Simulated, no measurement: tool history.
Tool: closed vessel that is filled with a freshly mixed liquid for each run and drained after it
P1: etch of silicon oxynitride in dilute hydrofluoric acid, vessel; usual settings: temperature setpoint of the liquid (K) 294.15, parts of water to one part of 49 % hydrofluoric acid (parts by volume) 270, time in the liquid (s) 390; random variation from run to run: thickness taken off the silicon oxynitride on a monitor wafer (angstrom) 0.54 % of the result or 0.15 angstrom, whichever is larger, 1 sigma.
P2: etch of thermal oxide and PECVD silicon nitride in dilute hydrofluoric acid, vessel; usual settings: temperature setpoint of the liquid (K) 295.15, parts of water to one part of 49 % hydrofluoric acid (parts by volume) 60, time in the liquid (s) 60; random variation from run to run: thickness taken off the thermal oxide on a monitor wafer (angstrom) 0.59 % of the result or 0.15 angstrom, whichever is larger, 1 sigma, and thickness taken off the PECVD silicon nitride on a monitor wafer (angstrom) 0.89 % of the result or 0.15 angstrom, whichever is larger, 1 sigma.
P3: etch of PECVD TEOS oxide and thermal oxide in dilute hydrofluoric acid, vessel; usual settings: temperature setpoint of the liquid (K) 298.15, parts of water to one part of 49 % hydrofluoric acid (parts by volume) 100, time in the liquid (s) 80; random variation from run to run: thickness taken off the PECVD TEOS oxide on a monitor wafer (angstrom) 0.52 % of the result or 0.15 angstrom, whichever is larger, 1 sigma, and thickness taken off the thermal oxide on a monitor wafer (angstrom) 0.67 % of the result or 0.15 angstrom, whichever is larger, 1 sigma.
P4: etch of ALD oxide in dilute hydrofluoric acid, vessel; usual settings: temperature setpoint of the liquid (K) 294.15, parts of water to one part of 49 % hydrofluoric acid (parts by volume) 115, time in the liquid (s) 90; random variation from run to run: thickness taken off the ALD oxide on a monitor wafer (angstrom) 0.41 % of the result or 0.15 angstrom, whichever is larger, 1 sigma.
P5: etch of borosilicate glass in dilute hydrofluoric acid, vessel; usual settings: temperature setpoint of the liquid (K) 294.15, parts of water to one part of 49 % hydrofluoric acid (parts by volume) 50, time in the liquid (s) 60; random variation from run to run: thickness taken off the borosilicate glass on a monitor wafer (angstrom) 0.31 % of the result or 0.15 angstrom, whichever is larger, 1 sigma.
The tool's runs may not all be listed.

run,hour,process that ran,temperature setpoint of the liquid (K),parts of water to one part of 49 % hydrofluoric acid (parts by volume),time in the liquid (s),hours since the thermometer was replaced,hours since the hydrofluoric acid flow meter was replaced,thickness taken off the silicon oxynitride on a monitor wafer (angstrom),thickness taken off the borosilicate glass on a monitor wafer (angstrom),thickness taken off the ALD oxide on a monitor wafer (angstrom),thickness taken off the PECVD TEOS oxide on a monitor wafer (angstrom),thickness taken off the thermal oxide on a monitor wafer (angstrom),thickness taken off the PECVD silicon nitride on a monitor wafer (angstrom)
1,3.9,P1,294.15,270,390,1441.9,322.1,51.377,,,,,
2,8.2,P5,294.15,20,60,1446.2,326.4,,1082.3,,,,
3,11.4,P5,294.15,50,30,1449.4,329.6,,209.16,,,,
4,14.9,P1,294.15,270,390,1452.9,333.1,51.635,,,,,
5,19.3,P4,294.15,115,165,1457.3,337.5,,,212.97,,,
6,23,P1,290.15,270,95,1461,341.2,10.342,,,,,
7,26.4,P1,294.15,270,390,1464.4,344.6,52.013,,,,,
8,30.9,P1,294.15,155,390,1468.9,349.1,97.942,,,,,
9,33.1,P1,294.15,270,390,1471.1,351.3,51.084,,,,,
10,35.4,P3,298.15,100,80,1473.4,353.6,,,,171.86,39.51,
11,38.4,P3,298.15,135,80,1476.4,356.6,,,,122.63,28.125,
12,42.2,P4,294.15,115,90,1480.2,360.4,,,115.32,,,
13,46.1,P1,290.15,270,390,1484.1,364.3,43.03,,,,,
14,49.8,P1,294.15,270,390,1487.8,368,51.197,,,,,
15,52.1,P1,294.15,405,390,1490.1,370.3,31.685,,,,,
# hour 55.2: thermometer replaced
16,56.7,P1,294.15,270,390,1.6,374.9,52.262,,,,,
17,60.1,P2,295.15,60,60,5,378.3,,,,,44.382,30.689
18,64.7,P2,290.15,60,60,9.6,382.9,,,,,35.677,21.344
19,68.2,P3,304.15,100,80,13.1,386.4,,,,217.25,49.227,
20,70.9,P1,294.15,270,580,15.8,389.1,77.21,,,,,
21,75.6,P1,294.15,270,65,20.5,393.8,8.4556,,,,,
22,80.3,P5,294.15,50,60,25.2,398.5,,416.77,,,,
23,82.8,P4,294.15,50,90,27.7,401,,,288.01,,,
24,85.8,P4,290.15,115,90,30.7,404,,,98.432,,,
25,90.1,P2,295.15,20,60,35,408.3,,,,,139.82,89.379
26,93.5,P2,295.15,60,30,38.4,411.7,,,,,22.199,15.055
27,96.3,P1,294.15,270,390,41.2,414.5,51.639,,,,,
28,98.4,P1,298.15,270,390,43.3,416.6,61.29,,,,,
29,101.6,P3,298.15,100,35,46.5,419.8,,,,75.684,17.493,
30,104.4,P5,290.15,50,60,49.3,422.6,,352.63,,,,
31,108.6,P1,290.65,270,90,53.5,426.8,9.8662,,,,,
32,110.8,P1,294.15,270,390,55.7,429,51.171,,,,,
33,113.9,P1,294.15,270,390,58.8,432.1,53.798,,,,,
34,118.5,P1,294.15,270,390,63.4,436.7,55.179,,,,,
35,122.7,P1,294.15,270,390,67.6,440.9,55.65,,,,,
36,126.7,P1,294.15,270,390,71.6,444.9,55.296,,,,,
37,129,P1,294.15,270,390,73.9,447.2,56.001,,,,,
38,131.8,P1,294.15,270,390,76.7,450,55.507,,,,,

What P1 gives has crept away from where it was. These 2 causes fit the log equally well, each at the size given:
A: hydrofluoric acid flow above the setpoint (%) = 6.68
B: liquid hotter than its thermometer reads (K) = 1.72
The creep began at about hour 110.8.

4 check runs are offered, each on 2 wafers whose results are averaged, their results left as question marks. Which one tells the causes apart?
check 1,134.6,P4,290.15,115,90,,,,,?,,,
check 2,134.6,P3,302.65,100,80,,,,,,?,?,
check 3,134.6,P2,290.15,40,60,,,,,,,?,?
check 4,134.6,P5,291.15,50,30,,,,?,,,,

What each check would give under each cause:
check,result,if A,if B
check 1,thickness taken off the ALD oxide on a monitor wafer (angstrom),105.71,105.64
check 2,thickness taken off the PECVD TEOS oxide on a monitor wafer (angstrom),221.23,219.21
check 2,thickness taken off the thermal oxide on a monitor wafer (angstrom),50.621,50.159
check 3,thickness taken off the thermal oxide on a monitor wafer (angstrom),58.79,59.23
check 3,thickness taken off the PECVD silicon nitride on a monitor wafer (angstrom),33.845,35.925
check 4,thickness taken off the borosilicate glass on a monitor wafer (angstrom),197.12,198.2
How far apart the two closest causes lie, in the result that separates them most: check 1 0.06 %; check 2 0.92 %; check 3 5.97 %; check 4 0.55 %
Only check 3 tells the causes apart: in the others they would give nearly the same result.

Then check 3 was run and gave: thickness taken off the thermal oxide on a monitor wafer (angstrom) 59.384; thickness taken off the PECVD silicon nitride on a monitor wafer (angstrom) 36.272. Which cause is it?

It is B: liquid hotter than its thermometer reads (K).

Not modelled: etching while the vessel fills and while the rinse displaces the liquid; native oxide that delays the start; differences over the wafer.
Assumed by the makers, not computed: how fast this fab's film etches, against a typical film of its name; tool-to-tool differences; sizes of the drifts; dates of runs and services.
